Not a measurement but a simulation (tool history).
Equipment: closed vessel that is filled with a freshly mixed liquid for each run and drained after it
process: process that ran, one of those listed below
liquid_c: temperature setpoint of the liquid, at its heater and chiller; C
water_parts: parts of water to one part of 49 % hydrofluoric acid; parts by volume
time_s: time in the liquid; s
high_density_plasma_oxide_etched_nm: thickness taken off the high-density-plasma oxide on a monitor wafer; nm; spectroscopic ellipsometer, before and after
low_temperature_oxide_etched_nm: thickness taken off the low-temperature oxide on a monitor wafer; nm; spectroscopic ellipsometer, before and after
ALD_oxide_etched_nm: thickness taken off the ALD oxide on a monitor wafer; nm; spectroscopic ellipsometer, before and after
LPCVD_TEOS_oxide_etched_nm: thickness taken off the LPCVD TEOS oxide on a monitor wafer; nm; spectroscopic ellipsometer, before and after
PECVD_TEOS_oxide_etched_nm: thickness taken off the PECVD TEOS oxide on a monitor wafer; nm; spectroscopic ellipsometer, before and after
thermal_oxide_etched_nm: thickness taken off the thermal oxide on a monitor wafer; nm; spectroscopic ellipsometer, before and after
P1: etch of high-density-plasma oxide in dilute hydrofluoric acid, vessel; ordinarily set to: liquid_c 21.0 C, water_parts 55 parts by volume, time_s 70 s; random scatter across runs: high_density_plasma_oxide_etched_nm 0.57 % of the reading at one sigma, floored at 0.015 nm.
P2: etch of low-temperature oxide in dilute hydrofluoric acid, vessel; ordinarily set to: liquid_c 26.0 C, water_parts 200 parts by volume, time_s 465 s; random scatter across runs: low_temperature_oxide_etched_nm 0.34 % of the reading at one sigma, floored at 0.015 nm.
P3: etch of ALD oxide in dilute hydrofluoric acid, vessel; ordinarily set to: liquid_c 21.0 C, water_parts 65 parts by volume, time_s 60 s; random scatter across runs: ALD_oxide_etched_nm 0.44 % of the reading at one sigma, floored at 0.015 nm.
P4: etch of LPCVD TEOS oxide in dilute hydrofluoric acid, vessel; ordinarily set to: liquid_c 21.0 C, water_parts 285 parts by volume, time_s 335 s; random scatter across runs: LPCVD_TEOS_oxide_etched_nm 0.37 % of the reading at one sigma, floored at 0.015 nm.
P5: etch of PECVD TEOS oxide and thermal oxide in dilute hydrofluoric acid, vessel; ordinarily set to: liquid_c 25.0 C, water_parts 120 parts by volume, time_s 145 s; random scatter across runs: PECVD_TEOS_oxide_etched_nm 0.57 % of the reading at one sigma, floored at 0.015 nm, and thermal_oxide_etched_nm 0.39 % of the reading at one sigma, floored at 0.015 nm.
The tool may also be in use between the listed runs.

run,hour,process,liquid_c,water_parts,time_s,high_density_plasma_oxide_etched_nm,low_temperature_oxide_etched_nm,ALD_oxide_etched_nm,LPCVD_TEOS_oxide_etched_nm,PECVD_TEOS_oxide_etched_nm,thermal_oxide_etched_nm
1,3.1,P1,21.0,55,70,8.8896,,,,,
2,5.7,P2,26.0,200,465,,35.976,,,,
3,10.4,P1,21.0,105,70,4.3999,,,,,
4,14.3,P1,21.0,20,70,25.4550,,,,,
5,17.0,P3,26.5,65,60,,,34.147,,,
6,20.9,P4,21.0,285,335,,,,48.892,,
7,26.0,P4,21.0,285,635,,,,93.007,,
8,29.8,P3,21.0,95,60,,,17.835,,,
9,34.7,P1,17.0,30,70,14.1500,,,,,
10,40.0,P1,21.0,55,70,8.8696,,,,,
11,44.7,P1,25.0,55,70,10.4920,,,,,
12,49.9,P5,25.0,120,65,,,,,13.969,2.5410
13,53.3,P3,21.0,65,60,,,27.280,,,
14,56.6,P2,26.0,200,465,,35.907,,,,
15,61.4,P4,21.0,50,335,,,,356.220,,
16,64.9,P5,25.0,120,145,,,,,31.049,5.7215
17,69.8,P1,21.0,55,70,8.9234,,,,,
18,72.6,P1,21.0,55,30,3.8416,,,,,
19,75.5,P1,21.0,55,130,16.4940,,,,,
20,80.4,P5,32.0,120,145,,,,,40.411,7.3942
21,83.6,P4,28.5,285,335,,,,63.642,,
22,87.3,P5,25.0,20,145,,,,,213.240,38.9460
23,90.9,P2,26.0,200,930,,72.447,,,,
24,95.9,P1,21.0,55,70,8.8163,,,,,
25,101.1,P2,26.0,335,465,,18.760,,,,
26,104.4,P2,31.5,200,465,,43.661,,,,
27,106.8,P1,21.0,55,70,8.9183,,,,,
28,110.3,P1,17.0,55,70,7.5537,,,,,
29,114.9,P3,21.0,65,30,,,13.631,,,
30,119.9,P3,21.0,65,60,,,27.180,,,
31,125.0,P1,21.0,55,70,8.9328,,,,,
32,129.5,P1,21.0,55,70,8.9433,,,,,
33,132.7,P1,21.0,55,70,8.6676,,,,,
34,136.9,P1,21.0,55,70,8.5650,,,,,
35,141.6,P1,21.0,55,70,8.3489,,,,,
36,144.8,P1,21.0,55,70,8.3927,,,,,
37,147.5,P1,21.0,55,70,8.2771,,,,,
38,152.7,P1,21.0,55,70,8.2634,,,,,
39,157.0,P1,21.0,55,70,8.2117,,,,,

Forecast run 40:
40,161.6,P1,21.0,55,70,?,,,,,

Run 40 produced high_density_plasma_oxide_etched_nm 8.1759 nm.

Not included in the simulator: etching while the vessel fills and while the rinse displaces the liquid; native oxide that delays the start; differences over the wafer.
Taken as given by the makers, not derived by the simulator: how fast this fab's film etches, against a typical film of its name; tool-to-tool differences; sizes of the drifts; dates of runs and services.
